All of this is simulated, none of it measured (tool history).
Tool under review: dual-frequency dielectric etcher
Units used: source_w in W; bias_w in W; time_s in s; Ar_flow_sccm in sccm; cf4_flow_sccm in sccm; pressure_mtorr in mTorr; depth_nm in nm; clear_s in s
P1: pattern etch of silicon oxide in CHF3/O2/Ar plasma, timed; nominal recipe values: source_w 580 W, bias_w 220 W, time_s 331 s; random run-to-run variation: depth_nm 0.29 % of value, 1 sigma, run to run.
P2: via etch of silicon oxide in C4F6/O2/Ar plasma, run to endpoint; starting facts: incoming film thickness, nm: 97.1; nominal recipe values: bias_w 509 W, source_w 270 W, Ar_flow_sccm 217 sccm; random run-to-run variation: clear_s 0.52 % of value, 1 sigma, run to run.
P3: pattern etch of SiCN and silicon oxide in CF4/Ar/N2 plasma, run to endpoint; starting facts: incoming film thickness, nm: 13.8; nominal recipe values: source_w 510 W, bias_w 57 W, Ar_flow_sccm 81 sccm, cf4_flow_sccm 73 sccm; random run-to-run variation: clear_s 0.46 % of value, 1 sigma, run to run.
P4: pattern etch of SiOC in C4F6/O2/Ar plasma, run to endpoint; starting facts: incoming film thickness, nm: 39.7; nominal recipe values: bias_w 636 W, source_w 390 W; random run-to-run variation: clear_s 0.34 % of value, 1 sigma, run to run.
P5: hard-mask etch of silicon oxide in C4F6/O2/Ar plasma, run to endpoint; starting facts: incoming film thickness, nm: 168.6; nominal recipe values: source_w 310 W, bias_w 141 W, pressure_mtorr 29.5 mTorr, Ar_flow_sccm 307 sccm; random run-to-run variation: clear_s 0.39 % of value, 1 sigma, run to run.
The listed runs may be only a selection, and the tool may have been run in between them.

run   hour  process  source_w  bias_w  time_s  Ar_flow_sccm  cf4_flow_sccm  pressure_mtorr  hours since the last wet clean  hours since the last source power generator calibration  hours since the last bias power generator calibration  depth_nm  clear_s
  1    9.3       P1       580     220     331                                                                          451                                                   2738.2                                                 1532.7    658.05
  2   13.6       P2       380     509                   217                                                          455.3                                                   2742.5                                                   1537             20.214
  3   20.3       P3       510      35                    81             73                                             462                                                   2749.2                                                 1543.7             16.801
  4   29.1       P1       580     220   426.5                                                                        470.8                                                     2758                                                 1552.5    848.17
  5   38.1       P5       310     141                   233                           29.5                           479.8                                                     2767                                                 1561.5             62.164
  6   45.7       P5       400     141                   307                           29.5                           487.4                                                   2774.6                                                 1569.1             57.193
  7   50.6       P1       580     220     203                                                                        492.3                                                   2779.5                                                   1574    402.89
  8   57.4       P1       580     176     182                                                                        499.1                                                   2786.3                                                 1580.8    336.85
  9   64.2       P4       230     636                                                                                505.9                                                   2793.1                                                 1587.6             15.285
 10   72.5       P1       580     220     331                                                                        514.2                                                   2801.4                                                 1595.9    660.12
 11   78.9       P5       310     141                   307                             36                           520.6                                                   2807.8                                                 1602.3             65.294
 12   86.3       P3       510      57                    81             73                                             528                                                   2815.2                                                 1609.7             14.797
 13   93.2       P2       270     609                   217                                                          534.9                                                   2822.1                                                 1616.6               21.2
 14  100.6       P1       580     176     331                                                                        542.3                                                   2829.5                                                   1624    610.46
 15  108.7       P3       510      57                    81             92                                           550.4                                                   2837.6                                                 1632.1               14.3
 16  117.7       P3       510      57                    81             73                                           559.4                                                   2846.6                                                 1641.1             14.773
 17    126       P1       580     220     331                                                                        567.7                                                   2854.9                                                 1649.4    656.93
 18  130.3       P3       510      57                    63             73                                             572                                                   2859.2                                                 1653.7             14.204
 19  135.8       P5       310     141                   307                           29.5                           577.5                                                   2864.7                                                 1659.2             63.771
 20  141.2       P1       370     220     331                                                                        582.9                                                   2870.1                                                 1664.6    553.69
 21  147.6       P3       400      57                    81             73                                           589.3                                                   2876.5                                                   1671             18.363
 22  152.2       P4       390     636                                                                                593.9                                                   2881.1                                                 1675.6             12.635
 23  160.8       P1       800     220     331                                                                        602.5                                                   2889.7                                                 1684.2    739.46
 24  169.2       P5       310      88                   307                           29.5                           610.9                                                   2898.1                                                 1692.6             72.931
 25  173.3       P4       390     869                                                                                  615                                                   2902.2                                                 1696.7             11.105
 26  178.7       P1       580     283     331                                                                        620.4                                                   2907.6                                                 1702.1    721.15
 27  186.1       P1       580     220     331                                                                        627.8                                                     2915                                                 1709.5    655.82
 28  192.1       P1       580     220     331                                                                        633.8                                                     2921                                                 1715.5    660.18
 29  196.8       P2       270     509                   128                                                          638.5                                                   2925.7                                                 1720.2             21.507
 30  202.2       P5       310     141                   307                           29.5                           643.9                                                   2931.1                                                 1725.6             63.999
 31  209.6       P2       270     509                   217                                                          651.3                                                   2938.5                                                   1733             22.547
 32  217.4       P1       580     220     331                                                                        659.1                                                   2946.3                                                 1740.8    660.53
 33  223.3       P1       580     220     331                                                                          665                                                   2952.2                                                 1746.7    655.67
 34  229.9       P1       580     220     331                                                                        671.6                                                   2958.8                                                 1753.3    653.51
 35    237       P1       580     220     331                                                                        678.7                                                   2965.9                                                 1760.4    653.51
 36  245.8       P1       580     220     331                                                                        687.5                                                   2974.7                                                 1769.2    649.75
     247.7  -- wet clean of the chamber
 37    254       P1       580     220     331                                                                          6.3                                                   2982.9                                                 1777.4    645.92
 38  262.6       P1       580     220     331                                                                         14.9                                                   2991.5                                                   1786    648.71
 39  270.2       P1       580     220     331                                                                         22.5                                                   2999.1                                                 1793.6    649.44
 40  276.2       P1       580     220     331                                                                         28.5                                                   3005.1                                                 1799.6    650.57

P1 no longer gives what it gave before; its output has crept away from where it was. The following 2 causes, each at its listed size, fit the log equally well:
A: bias power that arrives under what is set, % = 4.04
B: source power that arrives under what is set, % = 3.74
The drift started at roughly hour 217.4.
Excluded causes, each with its reason:
chamber walls in a state that lowers the etch rate, %: was serviced at hour 247.7, once the creep was under way, yet the earlier output never came back

The 4 check runs listed below each average the results of 3 wafers, and their outcomes are marked with question marks. Under which run would the listed causes produce clearly different results?
check 1  282.2       P3       510      57                    81             73                                                                                                                                                                                  ?
check 2  282.2       P5       310     141                   307                           29.5                                                                                                                                                                  ?
check 3  282.2       P4       390     636                                                                                                                                                                                                                       ?
check 4  282.2       P2       270     509                   217                                                                                                                                                                                                 ?

Expected result of each check under each candidate cause:
  check   result    if A    if B
check 1  clear_s  14.898  15.223
check 2  clear_s  64.696  64.855
check 3  clear_s  12.788  12.763
check 4  clear_s  23.183  23.142
How far apart the two closest causes lie, in the result that separates them most: check 1 2.16 %; check 2 0.25 %; check 3 0.2 %; check 4 0.18 %
The other checks would show nearly matching results whichever cause is true, so check 1 is the only one that separates the causes.

Check 1 was carried out, with these results: clear_s 14.907 s. Which of the listed causes is responsible?

The correct cause is A, namely: bias power that arrives under what is set, %.
